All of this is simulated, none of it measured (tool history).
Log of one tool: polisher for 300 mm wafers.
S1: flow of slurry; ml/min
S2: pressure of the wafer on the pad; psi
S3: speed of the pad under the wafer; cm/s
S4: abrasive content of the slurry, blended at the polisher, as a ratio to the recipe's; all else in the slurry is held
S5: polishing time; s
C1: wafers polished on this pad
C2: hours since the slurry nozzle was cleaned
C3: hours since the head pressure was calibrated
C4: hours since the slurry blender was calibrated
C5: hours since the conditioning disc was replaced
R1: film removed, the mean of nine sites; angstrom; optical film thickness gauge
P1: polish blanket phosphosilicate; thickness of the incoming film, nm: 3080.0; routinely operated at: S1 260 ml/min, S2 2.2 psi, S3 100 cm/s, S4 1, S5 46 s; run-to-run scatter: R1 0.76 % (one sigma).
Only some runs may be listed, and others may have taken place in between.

run     day   S1   S2   S3    S4  S5    C1     C2     C3     C4     C5      R1
  1   0.346  260  2.2  100     1  46   541   32.6  143.2     89  150.8  2495.4
  2   0.871  260  2.2  130     1  46   678   45.2  155.8  101.6  163.4  3059.1
  3   1.542  260  2.2  100   0.6  68   852   61.3  171.9  117.7  179.5  2820.5
  4   2.092  155  2.2  100     1  46   995   74.5  185.1  130.9  192.7  2334.3
      2.117  -- slurry nozzle cleaned
  5   2.704  395  2.2  100     1  46  1155   14.2  199.8  145.6  207.4    2584
  6   3.225  260  2.2  100     1  46  1291   26.7  212.3  158.1  219.9  2514.8
  7   3.696  260  3.4  100     1  46  1413     38  223.6  169.4  231.2  3809.9
  8   4.254  260  1.4  100     1  46  1559   51.4    237  182.8  244.6  1568.7
  9   4.688  260  2.2  100     1  46  1672   61.8  247.4  193.2    255  2484.7
 10   5.042  260  2.2  100   0.5  46  1764   70.3  255.9  201.7  263.5  1709.2
 11   5.392  260  2.2  100  1.45  46  1855   78.7  264.3  210.1  271.9  2922.2
 12   5.808  260  2.2  100     1  46  1963   88.7  274.3  220.1  281.9  2486.5
 13   6.433  260  2.2  100     1  46  2126  103.7  289.3  235.1  296.9  2459.6
 14   7.088  260  2.2  100     1  32  2297  119.4    305  250.8  312.6  1733.2
 15   7.704  260  2.2   44     1  46  2457  134.2  319.8  265.6  327.4    1277
 16   8.267  260  2.2  100     1  66  2604  147.7  333.3  279.1  340.9  3618.7
 17   8.758  260  2.2  100     1  46  2732  159.5  345.1  290.9  352.7  2493.4
 18   9.158  260  2.2  100     1  46  2836  169.1  354.7  300.5  362.3  2374.8
 19   9.554  260  2.2  100     1  46  2939  178.6  364.2    310  371.8  2332.9
 20    10.1  260  2.2  100     1  46  3081  191.7  377.3  323.1  384.9  2245.9
 21  10.529  260  2.2  100     1  46  3193    202  387.6  333.4  395.2  2244.6
     10.783  -- head pressure recalibrated
 22  11.192  260  2.2  100     1  46  3365  217.9    9.9  349.3  411.1  2199.5
     11.512  -- conditioning disc replaced and pad reconditioned
 23  11.738  260  2.2  100     1  46  3508    231     23  362.4    5.5  2218.4
 24  12.275  260  2.2  100     1  46  3647  243.9   35.9  375.3   18.4    2191
 25  12.646  260  2.2  100     1  46  3744  252.8   44.8  384.2   27.3  2170.8
 26  13.083  260  2.2  100     1  46  3858  263.3   55.3  394.7   37.8  2136.6
 27    13.5  260  2.2  100     1  46  3967  273.3   65.3  404.7   47.8    2160

Compared with where it was, what P1 gives has crept away. Each cause listed below fits the log as well as the rest, at the size given for it:
A: abrasive missing from the slurry, % = 24.5
B: removal rate lost through wear of the pad, % = 12.8
The onset of the drift is placed at about day 8.758.
What rules out each remaining cause:
slurry flow missing at the pad, %: capped at 40; at that size R1 would change by -6.5 %, too little to explain the creep or opposite to it
head's pressure below its setpoint, %: work on it at day 10.783, done after the drift set in, did not restore what the process gave before
time polished since the conditioner stopped cutting, s: work on it at day 11.512, done after the drift set in, did not restore what the process gave before

The list below offers 4 check runs, each averaging the results of 3 wafers, and shows each result as a question mark. For which of them would the listed causes give clearly different results?
check 1  13.917  335  2.2  100    1  65                       ?
check 2  13.917  380  2.2   46    1  46                       ?
check 3  13.917  260  2.2   66  0.6  46                       ?
check 4  13.917  205  2.2  100    1  58                       ?

What each check would give under each cause:
  check  result    if A    if B
check 1      R1    3142  3143.9
check 2      R1  1206.2  1206.9
check 3      R1  1154.5  1196.6
check 4      R1  2665.6  2667.2
Smallest distance between any two causes, each pair judged by its most separating result, in per cent: check 1 0.06 %; check 2 0.06 %; check 3 3.59 %; check 4 0.06 %
The other checks would show nearly matching results whichever cause is true, so check 3 is the only one that separates the causes.

The results of check 3 are: R1 1194.5 angstrom. Based on these, which of the listed causes is it?

The correct cause is B, namely: removal rate lost through wear of the pad, %.
